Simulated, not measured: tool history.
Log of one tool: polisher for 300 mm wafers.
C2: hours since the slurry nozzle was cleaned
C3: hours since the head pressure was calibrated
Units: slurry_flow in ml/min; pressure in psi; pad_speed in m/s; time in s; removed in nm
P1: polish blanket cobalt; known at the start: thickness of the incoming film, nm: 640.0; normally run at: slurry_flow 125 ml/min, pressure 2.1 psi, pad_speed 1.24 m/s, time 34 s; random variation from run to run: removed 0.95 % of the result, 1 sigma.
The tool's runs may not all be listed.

{"run": 1, "hour": 5.5, "slurry_flow": 125, "pressure": 2.1, "pad_speed": 1.24, "time": 34, "wafers polished on this pad": 802, "C2": 149.4, "C3": 937.1, "removed": 214.68}
{"run": 2, "hour": 9.1, "slurry_flow": 125, "pressure": 1.3, "pad_speed": 1.24, "time": 46, "wafers polished on this pad": 833, "C2": 153, "C3": 940.7, "removed": 177.51}
{"run": 3, "hour": 13.0, "slurry_flow": 125, "pressure": 2.1, "pad_speed": 1.24, "time": 34, "wafers polished on this pad": 867, "C2": 156.9, "C3": 944.6, "removed": 207.46}
{"run": 4, "hour": 15.9, "slurry_flow": 125, "pressure": 3.1, "pad_speed": 1.24, "time": 34, "wafers polished on this pad": 892, "C2": 159.8, "C3": 947.5, "removed": 317.82}
{"run": 5, "hour": 22.1, "slurry_flow": 125, "pressure": 2.1, "pad_speed": 1.24, "time": 34, "wafers polished on this pad": 945, "C2": 166, "C3": 953.7, "removed": 212.67}
{"run": 6, "hour": 27.8, "slurry_flow": 125, "pressure": 2.1, "pad_speed": 1.24, "time": 45, "wafers polished on this pad": 994, "C2": 171.7, "C3": 959.4, "removed": 279.71}
{"run": 7, "hour": 31.4, "slurry_flow": 195, "pressure": 2.1, "pad_speed": 1.24, "time": 34, "wafers polished on this pad": 1025, "C2": 175.3, "C3": 963, "removed": 225.67}
{"hour": 36.5, "done": "slurry nozzle cleaned"}
{"run": 8, "hour": 37.9, "slurry_flow": 125, "pressure": 2.1, "pad_speed": 0.76, "time": 34, "wafers polished on this pad": 1080, "C2": 1.4, "C3": 969.5, "removed": 132.17}
{"run": 9, "hour": 41.7, "slurry_flow": 195, "pressure": 2.7, "pad_speed": 1.24, "time": 34, "wafers polished on this pad": 1113, "C2": 5.2, "C3": 973.3, "removed": 294.94}
{"run": 10, "hour": 47.3, "slurry_flow": 125, "pressure": 2.1, "pad_speed": 1.84, "time": 34, "wafers polished on this pad": 1161, "C2": 10.8, "C3": 978.9, "removed": 315}
{"hour": 52.9, "done": "worn pad replaced by a new one"}
{"run": 11, "hour": 53.8, "slurry_flow": 125, "pressure": 2.1, "pad_speed": 1.24, "time": 34, "wafers polished on this pad": 8, "C2": 17.3, "C3": 985.4, "removed": 213.2}
{"run": 12, "hour": 56.9, "slurry_flow": 75, "pressure": 2.1, "pad_speed": 1.24, "time": 34, "wafers polished on this pad": 34, "C2": 20.4, "C3": 988.5, "removed": 185.63}
{"run": 13, "hour": 62.3, "slurry_flow": 125, "pressure": 2.1, "pad_speed": 1.24, "time": 15, "wafers polished on this pad": 81, "C2": 25.8, "C3": 993.9, "removed": 93.039}
{"run": 14, "hour": 66.2, "slurry_flow": 125, "pressure": 2.1, "pad_speed": 1.24, "time": 34, "wafers polished on this pad": 114, "C2": 29.7, "C3": 997.8, "removed": 212.13}
{"run": 15, "hour": 72.1, "slurry_flow": 125, "pressure": 1, "pad_speed": 1.24, "time": 34, "wafers polished on this pad": 165, "C2": 35.6, "C3": 1003.7, "removed": 100.98}
{"run": 16, "hour": 78.0, "slurry_flow": 125, "pressure": 2.1, "pad_speed": 1.24, "time": 34, "wafers polished on this pad": 215, "C2": 41.5, "C3": 1009.6, "removed": 212.82}
{"run": 17, "hour": 82.1, "slurry_flow": 125, "pressure": 2.1, "pad_speed": 1.24, "time": 34, "wafers polished on this pad": 251, "C2": 45.6, "C3": 1013.7, "removed": 213.89}
{"run": 18, "hour": 87.4, "slurry_flow": 125, "pressure": 2.1, "pad_speed": 1.24, "time": 34, "wafers polished on this pad": 296, "C2": 50.9, "C3": 1019, "removed": 211.4}
{"run": 19, "hour": 92.2, "slurry_flow": 125, "pressure": 2.1, "pad_speed": 1.24, "time": 34, "wafers polished on this pad": 337, "C2": 55.7, "C3": 1023.8, "removed": 210.01}
{"run": 20, "hour": 96.7, "slurry_flow": 125, "pressure": 2.1, "pad_speed": 1.24, "time": 34, "wafers polished on this pad": 376, "C2": 60.2, "C3": 1028.3, "removed": 201.58}
{"run": 21, "hour": 99.8, "slurry_flow": 125, "pressure": 2.1, "pad_speed": 1.24, "time": 34, "wafers polished on this pad": 402, "C2": 63.3, "C3": 1031.4, "removed": 199.97}
{"run": 22, "hour": 102.8, "slurry_flow": 125, "pressure": 2.1, "pad_speed": 1.24, "time": 34, "wafers polished on this pad": 428, "C2": 66.3, "C3": 1034.4, "removed": 197.58}
{"run": 23, "hour": 109.4, "slurry_flow": 125, "pressure": 2.1, "pad_speed": 1.24, "time": 34, "wafers polished on this pad": 485, "C2": 72.9, "C3": 1041, "removed": 194.22}
{"hour": 113.9, "done": "worn pad replaced by a new one"}
{"run": 24, "hour": 115.6, "slurry_flow": 125, "pressure": 2.1, "pad_speed": 1.24, "time": 34, "wafers polished on this pad": 15, "C2": 79.1, "C3": 1047.2, "removed": 192.74}
{"run": 25, "hour": 119.5, "slurry_flow": 125, "pressure": 2.1, "pad_speed": 1.24, "time": 34, "wafers polished on this pad": 48, "C2": 83, "C3": 1051.1, "removed": 188.11}
{"run": 26, "hour": 122.4, "slurry_flow": 125, "pressure": 2.1, "pad_speed": 1.24, "time": 34, "wafers polished on this pad": 73, "C2": 85.9, "C3": 1054, "removed": 192.83}
{"run": 27, "hour": 128.3, "slurry_flow": 125, "pressure": 2.1, "pad_speed": 1.24, "time": 34, "wafers polished on this pad": 124, "C2": 91.8, "C3": 1059.9, "removed": 190.63}
{"run": 28, "hour": 131.4, "slurry_flow": 125, "pressure": 2.1, "pad_speed": 1.24, "time": 34, "wafers polished on this pad": 150, "C2": 94.9, "C3": 1063, "removed": 187.35}

What P1 gives has crept away from where it was. These 2 causes fit the log equally well, each at the size given:
A: slurry flow missing at the pad, % = 36.4
B: head's pressure below its setpoint, % = 10.8
The creep began at about hour 87.4.
Why every other cause is out:
removal rate lost through wear of the pad, %: serviced at hour 113.9, which brought nothing back

4 check runs are offered, each on 2 wafers whose results are averaged, their results left as question marks. Which one tells the causes apart?
{"run": "check 1", "hour": 134.5, "slurry_flow": 125, "pressure": 2.1, "pad_speed": 1.24, "time": 15, "removed": "?"}
{"run": "check 2", "hour": 134.5, "slurry_flow": 125, "pressure": 1.1, "pad_speed": 0.8, "time": 34, "removed": "?"}
{"run": "check 3", "hour": 134.5, "slurry_flow": 80, "pressure": 2.7, "pad_speed": 1.24, "time": 34, "removed": "?"}
{"run": "check 4", "hour": 134.5, "slurry_flow": 125, "pressure": 3.1, "pad_speed": 1.24, "time": 16, "removed": "?"}

What each check would give under each cause:
check=check_1 result=removed if_A=83.98 if_B=83.967
check=check_2 result=removed if_A=64.329 if_B=64.319
check=check_3 result=removed if_A=207.57 if_B=218.73
check=check_4 result=removed if_A=132.24 if_B=132.21
How far apart the two closest causes lie, in the result that separates them most: check 1 0.02 %; check 2 0.02 %; check 3 5.24 %; check 4 0.02 %
Only check 3 tells the causes apart: in the others they would give nearly the same result.

Then check 3 was run and gave: removed 208.08 nm. Which cause is it?

It is A: slurry flow missing at the pad, %.
